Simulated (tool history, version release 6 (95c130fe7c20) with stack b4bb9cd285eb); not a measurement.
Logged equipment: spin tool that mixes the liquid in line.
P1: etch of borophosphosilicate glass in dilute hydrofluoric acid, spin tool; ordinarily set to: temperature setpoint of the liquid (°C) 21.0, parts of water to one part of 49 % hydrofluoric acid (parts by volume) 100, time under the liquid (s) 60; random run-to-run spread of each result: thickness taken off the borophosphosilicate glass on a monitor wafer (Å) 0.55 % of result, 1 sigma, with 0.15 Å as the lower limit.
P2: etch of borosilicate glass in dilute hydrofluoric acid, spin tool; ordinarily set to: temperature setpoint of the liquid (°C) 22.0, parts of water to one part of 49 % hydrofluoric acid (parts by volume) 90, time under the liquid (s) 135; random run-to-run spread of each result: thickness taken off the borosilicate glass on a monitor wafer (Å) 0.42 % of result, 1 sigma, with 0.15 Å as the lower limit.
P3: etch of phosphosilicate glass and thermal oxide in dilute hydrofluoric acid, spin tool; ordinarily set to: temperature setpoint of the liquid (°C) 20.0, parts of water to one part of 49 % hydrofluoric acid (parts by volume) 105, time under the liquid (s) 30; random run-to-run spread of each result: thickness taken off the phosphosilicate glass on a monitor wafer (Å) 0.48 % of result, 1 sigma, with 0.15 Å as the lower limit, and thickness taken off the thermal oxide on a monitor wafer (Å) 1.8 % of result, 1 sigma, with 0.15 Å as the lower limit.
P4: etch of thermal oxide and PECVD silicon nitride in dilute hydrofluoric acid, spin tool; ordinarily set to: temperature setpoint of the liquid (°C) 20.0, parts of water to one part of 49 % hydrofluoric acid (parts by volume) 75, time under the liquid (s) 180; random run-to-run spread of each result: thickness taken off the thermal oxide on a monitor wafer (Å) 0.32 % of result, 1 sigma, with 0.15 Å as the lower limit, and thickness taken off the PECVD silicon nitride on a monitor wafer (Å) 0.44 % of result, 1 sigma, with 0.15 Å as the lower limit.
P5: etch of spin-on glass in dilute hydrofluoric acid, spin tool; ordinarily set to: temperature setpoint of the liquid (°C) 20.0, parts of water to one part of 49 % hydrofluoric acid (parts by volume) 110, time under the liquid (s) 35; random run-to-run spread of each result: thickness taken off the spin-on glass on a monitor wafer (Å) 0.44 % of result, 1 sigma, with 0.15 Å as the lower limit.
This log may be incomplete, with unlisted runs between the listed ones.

run	hour	process that ran	temperature setpoint of the liquid (°C)	parts of water to one part of 49 % hydrofluoric acid (parts by volume)	time under the liquid (s)	hours since the thermometer was replaced	hours since the hydrofluoric acid flow meter was replaced	thickness taken off the borophosphosilicate glass on a monitor wafer (Å)	thickness taken off the spin-on glass on a monitor wafer (Å)	thickness taken off the borosilicate glass on a monitor wafer (Å)	thickness taken off the phosphosilicate glass on a monitor wafer (Å)	thickness taken off the thermal oxide on a monitor wafer (Å)	thickness taken off the PECVD silicon nitride on a monitor wafer (Å)
1	6.7	P1	21.0	100	60	1362.8	538.2	247.71					
2	13.6	P5	20.0	180	35	1369.7	545.1		54.978				
3	20.0	P5	20.0	110	35	1376.1	551.5		95.575				
4	23.5	P1	28.5	100	60	1379.6	555.0	330.82					
5	30.8	P2	22.0	90	235	1386.9	562.3			813.14			
6	37.9	P1	21.0	100	60	1394.0	569.4	245.87					
7	45.1	P1	17.0	100	60	1401.2	576.6	209.05					
8	52.0	P1	21.0	100	60	1408.1	583.5	245.12					
9	57.7	P3	17.0	105	30	1413.8	589.2				382.13	10.7360	
10	61.5	P4	17.0	75	180	1417.6	593.0					83.7170	39.899
11	67.9	P3	20.0	105	30	1424.0	599.4				434.43	11.9810	
12	74.2	P2	22.0	160	135	1430.3	605.7			242.43			
13	79.8	P4	20.0	30	180	1435.9	611.3					249.6200	118.210
14	86.1	P2	22.0	90	135	1442.2	617.6			467.85			
15	93.5	P1	21.0	100	60	1449.6	625.0	245.71					
16	98.8	P5	20.0	110	65	1454.9	630.3		178.690				
17	105.4	P3	20.0	180	30	1461.5	636.9				235.74	6.5053	
18	110.9	P1	29.0	170	60	1467.0	642.4	180.28					
19	117.7	P1	21.0	100	60	1473.8	649.2	246.18					
20	122.3	P1	21.0	160	60	1478.4	653.8	144.18					
21	126.7	P4	20.0	75	50	1482.8	658.2					26.5990	13.805
# hour 132.1: thermometer replaced
22	133.6	P2	30.0	90	135	1.6	665.1			642.16			
23	137.0	P1	21.0	100	115	5.0	668.5	468.72					
24	143.5	P5	28.5	110	35	11.5	675.0		133.510				
25	149.7	P1	21.0	100	60	17.7	681.2	246.33					
26	156.8	P1	21.0	50	60	24.8	688.3	520.69					
27	161.2	P3	20.0	105	50	29.2	692.7				728.27	19.7350	
28	165.7	P1	21.0	100	20	33.7	697.2	81.63					
29	172.1	P2	22.0	90	135	40.1	703.6			464.10			
30	178.4	P4	20.0	75	180	46.4	709.9					94.5040	48.785
31	185.9	P1	21.0	100	60	53.9	717.4	247.64					
32	191.7	P1	21.0	100	60	59.7	723.2	246.39					
33	198.0	P1	21.0	100	60	66.0	729.5	256.88					
34	202.3	P1	21.0	100	60	70.3	733.8	258.65					
35	207.0	P1	21.0	100	60	75.0	738.5	263.57					
36	210.4	P1	21.0	100	60	78.4	741.9	264.85					
37	217.7	P1	21.0	100	60	85.7	749.2	267.52					
38	223.5	P1	21.0	100	60	91.5	755.0	268.46					
39	229.4	P1	21.0	100	60	97.4	760.9	270.87					
40	235.5	P1	21.0	100	60	103.5	767.0	271.33					
41	240.5	P1	21.0	100	60	108.5	772.0	267.46					

What P1 gives has crept off from where it sat before. The 2 causes that follow fit the log equally well, each at the size noted:
A: liquid hotter than its thermometer reads (K) = 2.38
B: hydrofluoric acid flow above the setpoint (%) = 8.99
The process output started creeping at around hour 191.7.

Consider the 4 single-wafer check runs listed below, results given as question marks: which one distinguishes between the causes by giving clearly different results for each?
check 1	245.5	P4	17.0	45	180							?	?
check 2	245.5	P3	17.0	105	45						?	?	
check 3	245.5	P5	28.0	110	45				?				
check 4	245.5	P2	22.0	150	135					?			

How each check would come out, cause by cause:
check	result	if A	if B
check 1	thickness taken off the thermal oxide on a monitor wafer (Å)	159.1100	157.1000
check 1	thickness taken off the PECVD silicon nitride on a monitor wafer (Å)	76.926	70.671
check 2	thickness taken off the phosphosilicate glass on a monitor wafer (Å)	635.56	633.03
check 2	thickness taken off the thermal oxide on a monitor wafer (Å)	17.3440	17.2750
check 3	thickness taken off the spin-on glass on a monitor wafer (Å)	185.330	187.010
check 4	thickness taken off the borosilicate glass on a monitor wafer (Å)	287.16	289.45
Distance between the nearest two causes, measured in the result of the check that separates them most: check 1 8.48 %; check 2 0.4 %; check 3 0.9 %; check 4 0.79 %
The other checks would show nearly matching results whichever cause is true, so check 1 is the only one that separates the causes.

Check 1 was then run and gave: thickness taken off the thermal oxide on a monitor wafer (Å) 156.7800; thickness taken off the PECVD silicon nitride on a monitor wafer (Å) 70.630. Which cause is it?

The cause is B: hydrofluoric acid flow above the setpoint (%).
